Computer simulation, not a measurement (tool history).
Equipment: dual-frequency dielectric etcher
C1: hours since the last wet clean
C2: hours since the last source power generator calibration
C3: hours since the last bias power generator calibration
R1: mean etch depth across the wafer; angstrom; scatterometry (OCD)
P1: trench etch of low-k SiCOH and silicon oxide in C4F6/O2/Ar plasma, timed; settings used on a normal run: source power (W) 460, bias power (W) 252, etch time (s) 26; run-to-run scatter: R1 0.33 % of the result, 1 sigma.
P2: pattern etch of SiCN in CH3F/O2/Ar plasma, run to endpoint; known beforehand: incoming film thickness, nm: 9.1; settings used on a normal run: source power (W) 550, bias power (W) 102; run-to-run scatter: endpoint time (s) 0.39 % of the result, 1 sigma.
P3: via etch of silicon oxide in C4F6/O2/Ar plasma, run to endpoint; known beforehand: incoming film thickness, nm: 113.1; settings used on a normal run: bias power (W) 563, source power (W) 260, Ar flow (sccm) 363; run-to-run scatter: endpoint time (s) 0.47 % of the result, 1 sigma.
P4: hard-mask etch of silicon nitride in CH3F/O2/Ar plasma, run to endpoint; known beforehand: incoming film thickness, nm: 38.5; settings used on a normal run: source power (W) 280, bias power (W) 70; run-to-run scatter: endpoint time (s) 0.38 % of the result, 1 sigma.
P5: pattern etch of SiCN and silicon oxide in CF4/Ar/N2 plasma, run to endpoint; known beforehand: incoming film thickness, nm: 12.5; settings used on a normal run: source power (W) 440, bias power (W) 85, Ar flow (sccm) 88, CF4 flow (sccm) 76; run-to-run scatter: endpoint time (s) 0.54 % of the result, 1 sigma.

Run 1, hour 3.8: process that ran P1, source power (W) 460, bias power (W) 252, etch time (s) 26; C1 201.8; C2 2068.1; C3 579.8. Result: R1 934.6 angstrom.
Run 2, hour 8.5: process that ran P5, source power (W) 440, bias power (W) 85, Ar flow (sccm) 111, CF4 flow (sccm) 76; C1 206.5; C2 2072.8; C3 584.5. Result: endpoint time (s) 13.831.
Run 3, hour 13.5: process that ran P5, source power (W) 440, bias power (W) 85, Ar flow (sccm) 88, CF4 flow (sccm) 76; C1 211.5; C2 2077.8; C3 589.5. Result: endpoint time (s) 13.439.
Run 4, hour 16.7: process that ran P1, source power (W) 460, bias power (W) 252, etch time (s) 26; C1 214.7; C2 2081; C3 592.7. Result: R1 937.49 angstrom.
Run 5, hour 19.2: process that ran P5, source power (W) 350, bias power (W) 85, Ar flow (sccm) 88, CF4 flow (sccm) 76; C1 217.2; C2 2083.5; C3 595.2. Result: endpoint time (s) 16.423.
Run 6, hour 23.8: process that ran P2, source power (W) 550, bias power (W) 102; C1 221.8; C2 2088.1; C3 599.8. Result: endpoint time (s) 19.347.
Run 7, hour 28.8: process that ran P1, source power (W) 270, bias power (W) 252, etch time (s) 26; C1 226.8; C2 2093.1; C3 604.8. Result: R1 769.93 angstrom.
Run 8, hour 32.7: process that ran P2, source power (W) 550, bias power (W) 61; C1 230.7; C2 2097; C3 608.7. Result: endpoint time (s) 23.165.
Run 9, hour 35.9: process that ran P1, source power (W) 460, bias power (W) 252, etch time (s) 15.5; C1 233.9; C2 2100.2; C3 611.9. Result: R1 559.83 angstrom.
Run 10, hour 39.9: process that ran P4, source power (W) 280, bias power (W) 70; C1 237.9; C2 2104.2; C3 615.9. Result: endpoint time (s) 63.735.
Run 11, hour 44.6: process that ran P1, source power (W) 560, bias power (W) 349, etch time (s) 26; C1 242.6; C2 2108.9; C3 620.6. Result: R1 1132.2 angstrom.
Run 12, hour 49.1: process that ran P4, source power (W) 280, bias power (W) 100; C1 247.1; C2 2113.4; C3 625.1. Result: endpoint time (s) 55.241.
Run 13, hour 51.8: process that ran P1, source power (W) 460, bias power (W) 252, etch time (s) 26; C1 249.8; C2 2116.1; C3 627.8. Result: R1 933.62 angstrom.
Run 14, hour 54.7: process that ran P1, source power (W) 460, bias power (W) 309, etch time (s) 26; C1 252.7; C2 2119; C3 630.7. Result: R1 1004.5 angstrom.
Run 15, hour 57.6: process that ran P1, source power (W) 460, bias power (W) 252, etch time (s) 26; C1 255.6; C2 2121.9; C3 633.6. Result: R1 936.98 angstrom.
Run 16, hour 62.1: process that ran P3, source power (W) 260, bias power (W) 563, Ar flow (sccm) 363; C1 260.1; C2 2126.4; C3 638.1. Result: endpoint time (s) 28.446.
Run 17, hour 66.9: process that ran P1, source power (W) 460, bias power (W) 185, etch time (s) 26; C1 264.9; C2 2131.2; C3 642.9. Result: R1 843.48 angstrom.
Run 18, hour 71.1: process that ran P2, source power (W) 550, bias power (W) 102; C1 269.1; C2 2135.4; C3 647.1. Result: endpoint time (s) 19.446.
At hour 72.5: wet clean of the chamber.
Run 19, hour 73.6: process that ran P2, source power (W) 770, bias power (W) 102; C1 1.1; C2 2137.9; C3 649.6. Result: endpoint time (s) 17.19.
Run 20, hour 78.1: process that ran P4, source power (W) 220, bias power (W) 70; C1 5.6; C2 2142.4; C3 654.1. Result: endpoint time (s) 68.687.
Run 21, hour 82.1: process that ran P3, source power (W) 360, bias power (W) 563, Ar flow (sccm) 363; C1 9.6; C2 2146.4; C3 658.1. Result: endpoint time (s) 25.234.
Run 22, hour 87.3: process that ran P3, source power (W) 260, bias power (W) 675, Ar flow (sccm) 363; C1 14.8; C2 2151.6; C3 663.3. Result: endpoint time (s) 26.435.
Run 23, hour 90.3: process that ran P5, source power (W) 440, bias power (W) 85, Ar flow (sccm) 88, CF4 flow (sccm) 76; C1 17.8; C2 2154.6; C3 666.3. Result: endpoint time (s) 13.326.
Run 24, hour 94: process that ran P5, source power (W) 440, bias power (W) 85, Ar flow (sccm) 88, CF4 flow (sccm) 50; C1 21.5; C2 2158.3; C3 670. Result: endpoint time (s) 14.111.
Run 25, hour 97.6: process that ran P3, source power (W) 260, bias power (W) 563, Ar flow (sccm) 440; C1 25.1; C2 2161.9; C3 673.6. Result: endpoint time (s) 29.036.
Run 26, hour 99.9: process that ran P5, source power (W) 440, bias power (W) 58, Ar flow (sccm) 88, CF4 flow (sccm) 76; C1 27.4; C2 2164.2; C3 675.9. Result: endpoint time (s) 15.11.
Run 27, hour 103.7: process that ran P1, source power (W) 460, bias power (W) 310, etch time (s) 15.5; C1 31.2; C2 2168; C3 679.7. Result: R1 598.81 angstrom.
At hour 105.1: source power generator calibrated.
Run 28, hour 108.8: process that ran P1, source power (W) 460, bias power (W) 252, etch time (s) 36.5; C1 36.3; C2 3.7; C3 684.8. Result: R1 1310.1 angstrom.
Run 29, hour 113.1: process that ran P1, source power (W) 650, bias power (W) 252, etch time (s) 26; C1 40.6; C2 8; C3 689.1. Result: R1 1074.4 angstrom.
Run 30, hour 115.4: process that ran P1, source power (W) 460, bias power (W) 252, etch time (s) 26; C1 42.9; C2 10.3; C3 691.4. Result: R1 930.95 angstrom.
Run 31, hour 118.7: process that ran P1, source power (W) 460, bias power (W) 252, etch time (s) 26; C1 46.2; C2 13.6; C3 694.7. Result: R1 939.1 angstrom.
Run 32, hour 121: process that ran P1, source power (W) 460, bias power (W) 252, etch time (s) 26; C1 48.5; C2 15.9; C3 697. Result: R1 943.52 angstrom.
Run 33, hour 123.4: process that ran P1, source power (W) 460, bias power (W) 252, etch time (s) 26; C1 50.9; C2 18.3; C3 699.4. Result: R1 943.23 angstrom.
Run 34, hour 127.4: process that ran P1, source power (W) 460, bias power (W) 252, etch time (s) 26; C1 54.9; C2 22.3; C3 703.4. Result: R1 946.54 angstrom.
Run 35, hour 132.6: process that ran P1, source power (W) 460, bias power (W) 252, etch time (s) 26; C1 60.1; C2 27.5; C3 708.6. Result: R1 952.61 angstrom.
Run 36, hour 136.2: process that ran P1, source power (W) 460, bias power (W) 252, etch time (s) 26; C1 63.7; C2 31.1; C3 712.2. Result: R1 950.5 angstrom.
At hour 138.2: wet clean of the chamber.
Run 37, hour 138.7: process that ran P1, source power (W) 460, bias power (W) 252, etch time (s) 26; C1 0.6; C2 33.6; C3 714.7. Result: R1 947.71 angstrom.
Run 38, hour 143.7: process that ran P1, source power (W) 460, bias power (W) 252, etch time (s) 26; C1 5.6; C2 38.6; C3 719.7. Result: R1 951.41 angstrom.
Run 39, hour 146.3: process that ran P1, source power (W) 460, bias power (W) 252, etch time (s) 26; C1 8.2; C2 41.2; C3 722.3. Result: R1 953.09 angstrom.
Run 40, hour 148.9: process that ran P1, source power (W) 460, bias power (W) 252, etch time (s) 26; C1 10.8; C2 43.8; C3 724.9. Result: R1 949.81 angstrom.
Run 41, hour 152.9: process that ran P1, source power (W) 460, bias power (W) 252, etch time (s) 26; C1 14.8; C2 47.8; C3 728.9. Result: R1 950.82 angstrom.

Compared with where it was, what P1 gives has crept away. Each cause listed below fits the log as well as the rest, at the size given for it:
A: bias power that arrives over what is set, % = 4.97
B: source power that arrives over what is set, % = 4.35
The creep began at about hour 118.7.
Every other cause this tool's parts could produce, and why it does not fit the log:
chamber walls in a state that raises the etch rate, %: serviced at hour 138.2, after the drift had started, without restoring the earlier output

The list below offers 4 check runs, each averaging the results of 3 wafers, and shows each result as a question mark. For which of them would the listed causes give clearly different results?
Run check 1, hour 156.9: process that ran P5, source power (W) 440, bias power (W) 64, Ar flow (sccm) 88, CF4 flow (sccm) 76. Result: endpoint time (s) ?.
Run check 2, hour 156.9: process that ran P3, source power (W) 300, bias power (W) 647, Ar flow (sccm) 363. Result: endpoint time (s) ?.
Run check 3, hour 156.9: process that ran P2, source power (W) 760, bias power (W) 79. Result: endpoint time (s) ?.
Run check 4, hour 156.9: process that ran P4, source power (W) 220, bias power (W) 87. Result: endpoint time (s) ?.

Check results expected under each cause:
  check             result    if A    if B
check 1  endpoint time (s)  14.467  14.148
check 2  endpoint time (s)  25.117  25.207
check 3  endpoint time (s)  18.529   18.54
check 4  endpoint time (s)  62.894   63.04
Per-check spread between the two closest causes, in the result where they differ most: check 1 2.23 %; check 2 0.36 %; check 3 0.06 %; check 4 0.23 %
Of the check runs offered, only check 1 discriminates between the causes; the rest would read about the same regardless of which cause applies.

Then check 1 was run and gave: endpoint time (s) 14.442. Which cause is it?

It is A: bias power that arrives over what is set, %.
